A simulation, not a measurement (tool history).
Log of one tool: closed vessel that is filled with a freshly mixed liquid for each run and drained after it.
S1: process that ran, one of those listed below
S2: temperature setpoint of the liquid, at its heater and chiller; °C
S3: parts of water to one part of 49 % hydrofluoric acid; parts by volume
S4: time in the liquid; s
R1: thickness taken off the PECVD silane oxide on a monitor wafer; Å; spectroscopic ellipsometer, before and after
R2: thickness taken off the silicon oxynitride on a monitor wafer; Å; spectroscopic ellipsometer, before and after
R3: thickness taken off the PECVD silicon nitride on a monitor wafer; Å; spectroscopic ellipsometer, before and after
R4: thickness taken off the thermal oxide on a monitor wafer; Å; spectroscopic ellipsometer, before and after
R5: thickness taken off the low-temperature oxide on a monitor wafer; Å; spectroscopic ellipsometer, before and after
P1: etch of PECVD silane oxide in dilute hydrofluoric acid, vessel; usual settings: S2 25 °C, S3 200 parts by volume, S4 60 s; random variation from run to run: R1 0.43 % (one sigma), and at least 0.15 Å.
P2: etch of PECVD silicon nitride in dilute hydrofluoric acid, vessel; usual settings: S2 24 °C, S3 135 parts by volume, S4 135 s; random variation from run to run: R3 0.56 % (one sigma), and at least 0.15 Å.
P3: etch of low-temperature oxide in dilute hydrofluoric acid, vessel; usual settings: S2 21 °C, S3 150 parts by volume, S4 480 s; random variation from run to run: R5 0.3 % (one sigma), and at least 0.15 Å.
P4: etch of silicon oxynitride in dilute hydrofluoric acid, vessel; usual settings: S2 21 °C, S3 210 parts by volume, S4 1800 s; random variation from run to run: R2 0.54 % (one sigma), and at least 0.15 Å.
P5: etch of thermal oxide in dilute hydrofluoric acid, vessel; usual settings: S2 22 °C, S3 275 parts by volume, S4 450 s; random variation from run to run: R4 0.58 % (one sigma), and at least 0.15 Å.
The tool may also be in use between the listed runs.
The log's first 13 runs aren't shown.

run,hour,S1,S2,S3,S4,R1,R2,R3,R4,R5
14,133.3,P4,21,210,305,,22.648,,,
15,143.2,P1,17,200,30,27.59,,,,
16,156.4,P1,25,200,90,112.68,,,,
17,169.6,P4,21,210,1800,,133.11,,,
18,182.7,P5,22,40,450,,,,542.74,
19,190.5,P3,21,150,775,,,,,455.49
20,202.4,P1,25,90,60,189.49,,,,
21,209,P1,25,200,60,75.588,,,,

Forecast run 22:
22,217.2,P4,21,355,1800,,?,,,

Run 22 gave R2 72.083 Å.

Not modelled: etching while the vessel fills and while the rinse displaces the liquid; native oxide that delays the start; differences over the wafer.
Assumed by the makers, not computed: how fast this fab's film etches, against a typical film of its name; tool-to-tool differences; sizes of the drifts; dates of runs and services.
